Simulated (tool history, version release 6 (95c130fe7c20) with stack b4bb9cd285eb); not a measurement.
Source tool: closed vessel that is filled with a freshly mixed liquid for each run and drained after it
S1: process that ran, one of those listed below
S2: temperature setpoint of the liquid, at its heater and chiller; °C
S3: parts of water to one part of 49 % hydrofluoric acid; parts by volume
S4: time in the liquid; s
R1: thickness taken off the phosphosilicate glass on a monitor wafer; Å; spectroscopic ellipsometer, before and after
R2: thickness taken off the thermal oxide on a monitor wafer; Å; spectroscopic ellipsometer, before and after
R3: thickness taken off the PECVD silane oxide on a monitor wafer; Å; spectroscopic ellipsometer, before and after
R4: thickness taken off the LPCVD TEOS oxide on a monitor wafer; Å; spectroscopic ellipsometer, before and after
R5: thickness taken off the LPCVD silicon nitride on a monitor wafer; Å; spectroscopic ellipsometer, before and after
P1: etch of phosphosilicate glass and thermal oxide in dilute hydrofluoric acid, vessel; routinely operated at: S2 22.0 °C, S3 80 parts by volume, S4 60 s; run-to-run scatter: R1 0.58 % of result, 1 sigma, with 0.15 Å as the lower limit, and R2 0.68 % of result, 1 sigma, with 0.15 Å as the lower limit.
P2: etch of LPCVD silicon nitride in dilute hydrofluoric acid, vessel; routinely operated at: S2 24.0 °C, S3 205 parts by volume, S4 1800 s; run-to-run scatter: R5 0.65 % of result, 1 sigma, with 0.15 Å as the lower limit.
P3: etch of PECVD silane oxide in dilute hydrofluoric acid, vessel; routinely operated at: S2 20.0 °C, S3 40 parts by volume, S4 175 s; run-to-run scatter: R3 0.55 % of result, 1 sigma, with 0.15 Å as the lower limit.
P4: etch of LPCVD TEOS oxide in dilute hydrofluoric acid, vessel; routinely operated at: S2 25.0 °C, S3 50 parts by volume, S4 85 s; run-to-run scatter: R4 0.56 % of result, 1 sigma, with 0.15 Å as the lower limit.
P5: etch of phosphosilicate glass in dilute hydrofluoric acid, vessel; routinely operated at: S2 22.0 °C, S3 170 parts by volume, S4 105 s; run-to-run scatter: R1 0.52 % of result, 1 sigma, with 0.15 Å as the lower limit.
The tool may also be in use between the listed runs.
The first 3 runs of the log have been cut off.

run,day,S1,S2,S3,S4,R1,R2,R3,R4,R5
4,1.771,P1,22.0,110,60,453.16,25.038,,,
5,2.271,P4,25.0,50,85,,,,321.32,
6,2.592,P1,17.0,80,60,527.15,28.724,,,
7,2.892,P2,24.0,305,1800,,,,,27.079
8,3.258,P2,24.0,205,1800,,,,,40.562
9,3.846,P5,22.0,260,105,192.69,,,,
# day 3.975: thermometer replaced
10,4.488,P1,22.0,80,60,641.85,35.241,,,
11,4.975,P2,24.0,205,1800,,,,,40.992
12,5.475,P4,25.0,20,85,,,,833.04,
13,5.912,P1,22.0,80,110,1188.70,64.153,,,
14,6.454,P1,22.0,30,60,1844.10,99.515,,,
15,6.900,P3,20.0,40,175,,,596.53,,
16,7.471,P5,22.0,170,105,319.46,,,,
17,8.092,P1,27.0,80,60,790.15,43.642,,,
18,8.517,P5,22.0,170,105,319.97,,,,

Expected results for the next run?
19,9.150,P2,18.5,205,1800,,,,,?

{"run 19": {"R5": 28.8}}
